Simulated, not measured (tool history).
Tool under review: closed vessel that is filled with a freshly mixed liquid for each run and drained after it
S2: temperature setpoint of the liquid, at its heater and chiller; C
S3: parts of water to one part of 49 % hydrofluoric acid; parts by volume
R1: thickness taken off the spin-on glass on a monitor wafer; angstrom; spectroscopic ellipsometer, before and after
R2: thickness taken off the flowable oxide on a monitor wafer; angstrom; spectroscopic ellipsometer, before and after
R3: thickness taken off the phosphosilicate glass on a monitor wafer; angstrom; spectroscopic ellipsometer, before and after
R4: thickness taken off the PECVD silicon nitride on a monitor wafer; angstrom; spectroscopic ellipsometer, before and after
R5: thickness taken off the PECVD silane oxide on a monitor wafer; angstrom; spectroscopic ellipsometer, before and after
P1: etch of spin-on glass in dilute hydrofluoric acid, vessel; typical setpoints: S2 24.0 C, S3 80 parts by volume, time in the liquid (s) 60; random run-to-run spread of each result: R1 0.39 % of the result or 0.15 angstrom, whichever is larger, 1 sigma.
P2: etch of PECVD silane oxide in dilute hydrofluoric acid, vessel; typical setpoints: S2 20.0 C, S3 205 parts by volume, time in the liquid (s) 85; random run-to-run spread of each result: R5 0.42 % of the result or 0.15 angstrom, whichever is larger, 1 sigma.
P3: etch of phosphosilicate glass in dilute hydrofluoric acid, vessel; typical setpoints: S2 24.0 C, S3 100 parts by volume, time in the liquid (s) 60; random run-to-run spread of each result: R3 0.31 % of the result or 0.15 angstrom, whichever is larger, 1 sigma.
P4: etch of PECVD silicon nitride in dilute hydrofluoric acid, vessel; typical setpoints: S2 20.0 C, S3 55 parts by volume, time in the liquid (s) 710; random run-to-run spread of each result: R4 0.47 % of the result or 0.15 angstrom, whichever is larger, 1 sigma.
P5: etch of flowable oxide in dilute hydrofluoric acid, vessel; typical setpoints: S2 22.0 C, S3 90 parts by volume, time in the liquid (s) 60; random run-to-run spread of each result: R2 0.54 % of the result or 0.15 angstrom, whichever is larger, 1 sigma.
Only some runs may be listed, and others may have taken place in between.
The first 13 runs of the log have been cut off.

Run 14, hour 191.8: process that ran P1, S2 24.0 C, S3 80 parts by volume, time in the liquid (s) 60. Result: R1 390.89 angstrom.
Run 15, hour 199.9: process that ran P3, S2 24.0 C, S3 100 parts by volume, time in the liquid (s) 60. Result: R3 732.06 angstrom.
Run 16, hour 212.6: process that ran P2, S2 20.0 C, S3 205 parts by volume, time in the liquid (s) 30. Result: R5 42.508 angstrom.
Run 17, hour 221.9: process that ran P5, S2 22.0 C, S3 90 parts by volume, time in the liquid (s) 60. Result: R2 200.84 angstrom.
Run 18, hour 236.2: process that ran P1, S2 24.0 C, S3 80 parts by volume, time in the liquid (s) 60. Result: R1 386.92 angstrom.
Run 19, hour 245.4: process that ran P4, S2 17.0 C, S3 55 parts by volume, time in the liquid (s) 710. Result: R4 305.49 angstrom.
Run 20, hour 258.4: process that ran P1, S2 24.0 C, S3 80 parts by volume, time in the liquid (s) 60. Result: R1 390.75 angstrom.
Run 21, hour 270.6: process that ran P3, S2 24.0 C, S3 100 parts by volume, time in the liquid (s) 30. Result: R3 366.41 angstrom.

What does the tool deliver on the next run?
Run 22, hour 282.7: process that ran P4, S2 20.0 C, S3 20 parts by volume, time in the liquid (s) 710. Result: R4 ?.

R4: 1003.00 angstrom

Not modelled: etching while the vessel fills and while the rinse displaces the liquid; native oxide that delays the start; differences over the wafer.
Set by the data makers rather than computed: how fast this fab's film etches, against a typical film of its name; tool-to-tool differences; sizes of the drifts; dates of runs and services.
